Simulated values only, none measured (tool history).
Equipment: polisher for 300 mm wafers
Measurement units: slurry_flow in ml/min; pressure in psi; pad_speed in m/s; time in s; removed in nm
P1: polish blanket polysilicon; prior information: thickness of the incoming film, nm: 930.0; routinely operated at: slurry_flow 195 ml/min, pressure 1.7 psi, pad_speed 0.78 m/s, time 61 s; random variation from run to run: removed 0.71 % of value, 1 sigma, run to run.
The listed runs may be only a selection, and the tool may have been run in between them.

run	hour	slurry_flow	pressure	pad_speed	time	wafers polished on this pad	hours since the slurry nozzle was cleaned	hours since the head pressure was calibrated	removed
1	4.3	195	1.7	0.78	61	231	235.5	102.0	202.310
2	8.2	195	1.7	0.78	61	287	239.4	105.9	202.510
3	14.5	195	1.7	0.36	61	377	245.7	112.2	93.386
4	21.5	195	2.6	1.14	61	478	252.7	119.2	453.570
5	25.4	195	0.8	0.78	61	534	256.6	123.1	95.832
6	28.8	265	1.7	0.78	61	583	260.0	126.5	207.230
7	36.0	195	1.7	0.78	61	686	267.2	133.7	202.980
8	40.3	115	1.7	0.78	61	748	271.5	138.0	184.210
9	45.3	195	1.7	0.78	61	819	276.5	143.0	202.370
# hour 49.1: head pressure recalibrated
10	52.3	195	1.7	0.78	89	920	283.5	3.2	296.090
11	57.5	195	1.7	0.78	61	995	288.7	8.4	200.100
12	62.5	195	1.7	0.78	30	1067	293.7	13.4	99.882
13	67.7	195	2.6	0.78	61	1141	298.9	18.6	310.830
14	73.5	195	1.7	0.78	61	1224	304.7	24.4	199.950
15	77.8	195	1.7	1.22	61	1286	309.0	28.7	316.710
16	83.4	195	1.2	0.78	87	1367	314.6	34.3	205.050

Run 17, settings as shown, results not yet in. Your forecast:
17	87.2	195	1.7	0.78	61	1421	318.4	38.1	?

Run 17 yielded removed 200.590 nm.
